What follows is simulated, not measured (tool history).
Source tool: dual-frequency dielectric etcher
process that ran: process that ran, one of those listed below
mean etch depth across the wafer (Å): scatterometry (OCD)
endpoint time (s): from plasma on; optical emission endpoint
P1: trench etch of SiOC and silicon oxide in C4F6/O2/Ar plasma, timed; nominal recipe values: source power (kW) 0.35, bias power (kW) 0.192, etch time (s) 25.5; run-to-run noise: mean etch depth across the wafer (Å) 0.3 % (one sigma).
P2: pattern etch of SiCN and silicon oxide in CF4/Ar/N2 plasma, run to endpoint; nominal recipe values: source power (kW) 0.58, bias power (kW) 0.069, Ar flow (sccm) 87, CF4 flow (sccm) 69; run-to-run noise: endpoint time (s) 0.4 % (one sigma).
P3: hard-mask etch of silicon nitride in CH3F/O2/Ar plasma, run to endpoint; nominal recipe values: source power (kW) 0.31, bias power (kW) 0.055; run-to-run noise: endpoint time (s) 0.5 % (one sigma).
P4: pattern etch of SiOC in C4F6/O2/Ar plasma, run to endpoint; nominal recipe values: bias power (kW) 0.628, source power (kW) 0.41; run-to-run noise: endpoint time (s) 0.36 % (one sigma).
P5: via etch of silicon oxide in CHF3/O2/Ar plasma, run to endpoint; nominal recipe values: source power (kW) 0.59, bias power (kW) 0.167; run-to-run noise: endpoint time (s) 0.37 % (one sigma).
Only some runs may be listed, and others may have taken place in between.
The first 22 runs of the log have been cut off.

| run | day | process that ran | source power (kW) | bias power (kW) | etch time (s) | Ar flow (sccm) | CF4 flow (sccm) | hours since the last wet clean | hours since the last source power generator calibration | hours since the last bias power generator calibration | mean etch depth across the wafer (Å) | endpoint time (s) |
|---|---|---|---|---|---|---|---|---|---|---|---|---|
| 23 | 5.692 | P5 | 0.59 | 0.167 |  |  |  | 362.8 | 688.6 | 79 |  | 365.69 |
| 24 | 5.875 | P3 | 0.31 | 0.055 |  |  |  | 367.2 | 693 | 83.4 |  | 49.901 |
| 25 | 6.104 | P1 | 0.28 | 0.192 | 17.5 |  |  | 372.7 | 698.5 | 88.9 | 308.99 |  |
| 26 | 6.483 | P5 | 0.59 | 0.213 |  |  |  | 381.8 | 707.6 | 98 |  | 336.01 |
| 27 | 6.779 | P4 | 0.41 | 0.628 |  |  |  | 388.9 | 714.7 | 105.1 |  | 9.2019 |
|  | 7.008 | source power generator calibrated |
| 28 | 7.121 | P1 | 0.35 | 0.192 | 14 |  |  | 397.1 | 2.8 | 113.3 | 268.85 |  |
| 29 | 7.404 | P1 | 0.5 | 0.192 | 25.5 |  |  | 403.9 | 9.6 | 120.1 | 563.97 |  |
| 30 | 7.65 | P1 | 0.45 | 0.192 | 34 |  |  | 409.8 | 15.5 | 126 | 722.25 |  |
| 31 | 7.925 | P2 | 0.58 | 0.069 |  | 87 | 69 | 416.4 | 22.1 | 132.6 |  | 8.606 |
| 32 | 8.304 | P3 | 0.31 | 0.055 |  |  |  | 425.5 | 31.2 | 141.7 |  | 49.586 |
| 33 | 8.55 | P1 | 0.35 | 0.192 | 25.5 |  |  | 431.4 | 37.1 | 147.6 | 487.48 |  |
| 34 | 8.871 | P1 | 0.35 | 0.192 | 25.5 |  |  | 439.1 | 44.8 | 155.3 | 492.95 |  |
| 35 | 9.046 | P1 | 0.35 | 0.192 | 25.5 |  |  | 443.3 | 49 | 159.5 | 492.46 |  |
| 36 | 9.225 | P1 | 0.35 | 0.192 | 25.5 |  |  | 447.6 | 53.3 | 163.8 | 496.75 |  |
| 37 | 9.592 | P1 | 0.35 | 0.192 | 25.5 |  |  | 456.4 | 62.1 | 172.6 | 497.27 |  |
| 38 | 9.879 | P1 | 0.35 | 0.192 | 25.5 |  |  | 463.3 | 69 | 179.5 | 500.24 |  |

Run 39 is up next; what results do you expect?
| 39 | 10.233 | P1 | 0.35 | 0.192 | 25.5 |  |  | 471.8 | 77.5 | 188 | ? |  |

{"run 39": {"mean etch depth across the wafer (Å)": 499.59}}
